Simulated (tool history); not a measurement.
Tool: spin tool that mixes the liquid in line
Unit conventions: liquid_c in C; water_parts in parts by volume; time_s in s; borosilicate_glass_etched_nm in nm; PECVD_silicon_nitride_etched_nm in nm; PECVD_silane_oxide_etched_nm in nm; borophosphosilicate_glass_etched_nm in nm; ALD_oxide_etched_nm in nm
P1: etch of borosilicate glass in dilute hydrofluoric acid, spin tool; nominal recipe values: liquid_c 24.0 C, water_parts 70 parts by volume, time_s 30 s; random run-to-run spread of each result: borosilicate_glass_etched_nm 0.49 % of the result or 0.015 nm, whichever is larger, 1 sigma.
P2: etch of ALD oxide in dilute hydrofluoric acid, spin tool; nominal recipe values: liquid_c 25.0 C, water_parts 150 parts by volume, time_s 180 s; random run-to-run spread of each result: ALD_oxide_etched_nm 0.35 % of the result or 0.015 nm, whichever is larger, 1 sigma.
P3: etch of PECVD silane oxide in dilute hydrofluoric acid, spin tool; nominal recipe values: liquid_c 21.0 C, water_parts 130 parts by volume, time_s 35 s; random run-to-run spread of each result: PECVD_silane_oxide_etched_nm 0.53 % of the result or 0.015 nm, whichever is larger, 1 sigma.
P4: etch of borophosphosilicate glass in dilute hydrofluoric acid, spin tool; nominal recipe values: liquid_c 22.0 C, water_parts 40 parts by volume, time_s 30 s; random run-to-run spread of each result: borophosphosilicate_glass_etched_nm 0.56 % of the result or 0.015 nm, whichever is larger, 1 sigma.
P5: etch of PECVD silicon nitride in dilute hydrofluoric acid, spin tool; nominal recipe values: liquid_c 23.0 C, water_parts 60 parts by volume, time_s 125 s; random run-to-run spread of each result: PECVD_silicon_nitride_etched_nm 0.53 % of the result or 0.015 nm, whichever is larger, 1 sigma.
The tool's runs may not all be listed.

run,day,process,liquid_c,water_parts,time_s,hours since the thermometer was replaced,hours since the hydrofluoric acid flow meter was replaced,borosilicate_glass_etched_nm,PECVD_silicon_nitride_etched_nm,PECVD_silane_oxide_etched_nm,borophosphosilicate_glass_etched_nm,ALD_oxide_etched_nm
1,0.542,P1,24.0,70,30,807.6,524.1,13.2980,,,,
2,1.329,P5,27.5,60,125,826.5,543.0,,6.9754,,,
3,1.700,P1,29.0,70,30,835.4,551.9,16.1350,,,,
4,2.171,P1,24.0,70,30,846.7,563.2,13.2730,,,,
5,2.904,P1,24.0,35,30,864.3,580.8,27.9240,,,,
6,3.258,P3,28.0,130,35,872.8,589.3,,,9.6356,,
7,3.975,P4,22.0,65,30,890.0,606.5,,,,21.143,
8,4.383,P5,23.0,60,125,899.8,616.3,,5.1745,,,
9,5.092,P3,21.0,70,35,916.8,633.3,,,14.6310,,
# day 5.558: thermometer replaced
10,5.862,P5,23.0,60,50,7.4,651.8,,2.0781,,,
11,6.642,P2,25.0,150,180,26.1,670.5,,,,,24.5360
12,7.062,P2,25.0,150,20,36.2,680.6,,,,,2.7776
13,7.821,P1,19.5,70,30,54.4,698.8,11.0470,,,,
14,8.617,P1,24.0,70,60,73.5,717.9,26.3880,,,,
15,9.154,P4,29.5,40,30,86.4,730.8,,,,47.879,
16,9.762,P2,25.0,260,180,101.0,745.4,,,,,12.6060
17,10.546,P1,24.0,70,30,119.8,764.2,13.2550,,,,
18,11.062,P1,24.0,70,15,132.2,776.6,6.6600,,,,
19,11.771,P2,20.0,150,180,149.2,793.6,,,,,20.4050
20,12.471,P1,30.5,70,50,166.0,810.4,28.6770,,,,
21,13.217,P1,24.0,100,30,183.9,828.3,8.9358,,,,
22,13.962,P4,22.0,40,15,201.8,846.2,,,,17.929,
23,14.471,P5,23.0,85,125,214.0,858.4,,3.7097,,,
24,15.246,P3,21.0,130,35,232.6,877.0,,,7.3266,,
25,15.746,P3,21.0,130,15,244.6,889.0,,,3.1540,,
26,16.425,P1,24.0,70,30,260.9,905.3,13.3710,,,,
27,16.912,P4,22.0,40,30,272.6,917.0,,,,35.674,
28,17.446,P3,21.0,130,35,285.4,929.8,,,7.4052,,
29,17.921,P1,24.0,70,30,296.8,941.2,13.2400,,,,
30,18.662,P1,24.0,70,30,314.6,959.0,12.9030,,,,
31,19.025,P1,24.0,70,30,323.3,967.7,12.9270,,,,
32,19.704,P1,24.0,70,30,339.6,984.0,12.6890,,,,
33,20.438,P1,24.0,70,30,357.2,1001.6,12.6580,,,,
34,21.121,P1,24.0,70,30,373.6,1018.0,12.5960,,,,
35,21.908,P1,24.0,70,30,392.5,1036.9,12.6030,,,,
36,22.592,P1,24.0,70,30,408.9,1053.3,12.6180,,,,
37,23.050,P1,24.0,70,30,419.9,1064.3,12.4100,,,,
38,23.825,P1,24.0,70,30,438.5,1082.9,12.4390,,,,
39,24.354,P1,24.0,70,30,451.2,1095.6,12.5220,,,,

What P1 gives has crept away from where it was. These 2 causes fit the log equally well, each at the size given:
A: hydrofluoric acid flow below the setpoint (%) = 5.69
B: liquid colder than its thermometer reads (K) = 1.58
At approximately day 17.921, the process output began to creep.

4 check runs are offered, one wafer each, their results left as question marks. Which one tells the causes apart?
check 1,24.883,P2,25.0,150,180,,,,,,,?
check 2,24.883,P4,22.0,40,30,,,,,,?,
check 3,24.883,P5,23.0,60,125,,,,?,,,
check 4,24.883,P3,21.0,130,35,,,,,?,,

Predicted outcomes, by check and by cause:
check,result,if A,if B
check 1,ALD_oxide_etched_nm,23.0030,23.2070
check 2,borophosphosilicate_glass_etched_nm,33.269,33.090
check 3,PECVD_silicon_nitride_etched_nm,4.9020,4.6626
check 4,PECVD_silane_oxide_etched_nm,6.8779,6.9024
Per-check spread between the two closest causes, in the result where they differ most: check 1 0.88 %; check 2 0.54 %; check 3 5.01 %; check 4 0.36 %
Check 3 distinguishes between the causes, while the remaining checks would return nearly the same result for all of them.

Running check 3 produced the following: PECVD_silicon_nitride_etched_nm 4.8803 nm. Which one of the listed causes fits?

The correct cause is A, namely: hydrofluoric acid flow below the setpoint (%).
